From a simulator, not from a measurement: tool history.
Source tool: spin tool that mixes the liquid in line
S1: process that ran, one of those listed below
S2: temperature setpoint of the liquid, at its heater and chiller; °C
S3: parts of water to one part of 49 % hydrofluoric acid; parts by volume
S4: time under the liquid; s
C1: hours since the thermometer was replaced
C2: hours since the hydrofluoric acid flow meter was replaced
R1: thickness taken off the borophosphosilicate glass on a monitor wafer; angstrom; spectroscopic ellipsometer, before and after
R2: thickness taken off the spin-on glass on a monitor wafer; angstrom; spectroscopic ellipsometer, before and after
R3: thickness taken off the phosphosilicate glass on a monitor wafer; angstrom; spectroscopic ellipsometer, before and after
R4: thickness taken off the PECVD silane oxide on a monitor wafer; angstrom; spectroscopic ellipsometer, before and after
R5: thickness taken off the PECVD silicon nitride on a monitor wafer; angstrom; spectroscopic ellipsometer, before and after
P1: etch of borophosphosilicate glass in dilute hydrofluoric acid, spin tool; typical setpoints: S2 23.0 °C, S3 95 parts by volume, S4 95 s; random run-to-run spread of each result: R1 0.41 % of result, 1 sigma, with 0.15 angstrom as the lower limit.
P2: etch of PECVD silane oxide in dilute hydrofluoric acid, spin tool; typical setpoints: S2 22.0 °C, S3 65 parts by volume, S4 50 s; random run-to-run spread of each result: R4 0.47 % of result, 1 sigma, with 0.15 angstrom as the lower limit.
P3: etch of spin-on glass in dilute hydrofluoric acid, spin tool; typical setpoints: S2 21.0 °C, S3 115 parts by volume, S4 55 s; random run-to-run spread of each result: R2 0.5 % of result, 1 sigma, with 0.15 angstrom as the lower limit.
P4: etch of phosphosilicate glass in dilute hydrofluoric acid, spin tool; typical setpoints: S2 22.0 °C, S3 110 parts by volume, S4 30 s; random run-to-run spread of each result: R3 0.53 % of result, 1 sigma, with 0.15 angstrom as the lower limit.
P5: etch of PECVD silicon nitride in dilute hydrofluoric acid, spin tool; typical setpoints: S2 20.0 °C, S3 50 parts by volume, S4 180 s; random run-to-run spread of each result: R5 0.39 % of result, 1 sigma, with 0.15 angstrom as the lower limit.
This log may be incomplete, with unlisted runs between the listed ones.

run	hour	S1	S2	S3	S4	C1	C2	R1	R2	R3	R4	R5
1	10.7	P1	23.0	95	95	1008.9	190.3	432.49				
2	19.5	P1	23.0	95	95	1017.7	199.1	435.21				
3	25.7	P1	27.0	150	95	1023.9	205.3	302.77				
4	35.6	P1	23.0	95	45	1033.8	215.2	205.79				
5	44.6	P3	21.0	115	15	1042.8	224.2		75.235			
6	56.1	P1	31.0	95	95	1054.3	235.7	596.75				
7	62.6	P4	22.0	20	30	1060.8	242.2			2920.90		
8	71.1	P1	17.5	45	95	1069.3	250.7	769.47				
9	76.5	P3	21.0	30	55	1074.7	256.1		1159.800			
10	87.2	P2	22.0	20	50	1085.4	266.8				380.26	
11	95.2	P2	22.0	65	50	1093.4	274.8				109.27	
12	102.9	P3	28.0	115	55	1101.1	282.5		358.730			
13	113.2	P1	17.0	95	95	1111.4	292.8	339.87				
14	120.0	P1	23.0	95	95	1118.2	299.6	437.30				
15	127.4	P5	20.0	50	85	1125.6	307.0					52.557
16	134.5	P1	23.0	35	155	1132.7	314.1	2082.70				
17	141.6	P1	23.0	95	95	1139.8	321.2	437.53				
18	147.8	P5	20.0	50	180	1146.0	327.4					110.850
19	153.4	P4	22.0	110	30	1151.6	333.0			473.70		
20	159.6	P1	23.0	95	95	1157.8	339.2	435.21				
21	170.3	P4	30.0	110	30	1168.5	349.9			650.40		
22	182.2	P5	20.0	75	180	1180.4	361.8					75.030
23	194.6	P1	23.0	165	95	1192.8	374.2	229.24				
24	203.6	P2	26.5	65	50	1201.8	383.2				132.74	
25	215.7	P2	22.0	65	100	1213.9	395.3				220.65	
26	224.2	P1	23.0	95	95	1222.4	403.8	435.44				
27	233.2	P3	21.0	115	55	1231.4	412.8		275.720			
28	240.5	P4	22.0	110	15	1238.7	420.1			236.14		
29	246.8	P1	23.0	30	95	1245.0	426.4	1497.80				
30	258.4	P5	17.0	50	180	1256.6	438.0					90.042
31	264.6	P1	23.0	95	175	1262.8	444.2	807.04				
32	274.5	P1	23.0	95	95	1272.7	454.1	435.31				
33	284.0	P1	23.0	95	95	1282.2	463.6	429.08				
34	292.8	P1	23.0	95	95	1291.0	472.4	424.24				
35	304.8	P1	23.0	95	95	1303.0	484.4	416.30				
36	311.3	P1	23.0	95	95	1309.5	490.9	417.19				
37	321.9	P1	23.0	95	95	1320.1	501.5	411.08				
38	331.0	P1	23.0	95	95	1329.2	510.6	409.91				
39	339.2	P1	23.0	95	95	1337.4	518.8	411.92				
40	347.2	P1	23.0	95	95	1345.4	526.8	411.51				
41	352.8	P1	23.0	95	95	1351.0	532.4	409.47				
42	363.2	P1	23.0	95	95	1361.4	542.8	407.45				
43	374.2	P1	23.0	95	95	1372.4	553.8	409.79				

Something has made what P1 gives creep away from where it was; the 2 causes below, each at its own stated size, fit the log equally well:
A: hydrofluoric acid flow below the setpoint (%) = 5.41
B: liquid colder than its thermometer reads (K) = 1.54
The gradual shift began around hour 274.5.

The check runs listed below each take one wafer, and their results are still question marks. Under which run would the listed causes lead to clearly different results?
check 1	385.2	P5	20.0	50	100							?
check 2	385.2	P2	22.0	30	70						?	
check 3	385.2	P3	21.0	115	25				?			
check 4	385.2	P4	22.0	25	15					?		

Check results expected under each cause:
check	result	if A	if B
check 1	R5	58.544	55.494
check 2	R4	329.17	326.60
check 3	R2	116.940	116.990
check 4	R3	1094.50	1085.20
How far apart the two closest causes lie, in the result that separates them most: check 1 5.35 %; check 2 0.78 %; check 3 0.05 %; check 4 0.86 %
Of the check runs offered, only check 1 discriminates between the causes; the rest would read about the same regardless of which cause applies.

After running check 1, the following was obtained: R5 58.324 angstrom. Which cause does this point to?

Of the candidate causes, it is A: hydrofluoric acid flow below the setpoint (%).

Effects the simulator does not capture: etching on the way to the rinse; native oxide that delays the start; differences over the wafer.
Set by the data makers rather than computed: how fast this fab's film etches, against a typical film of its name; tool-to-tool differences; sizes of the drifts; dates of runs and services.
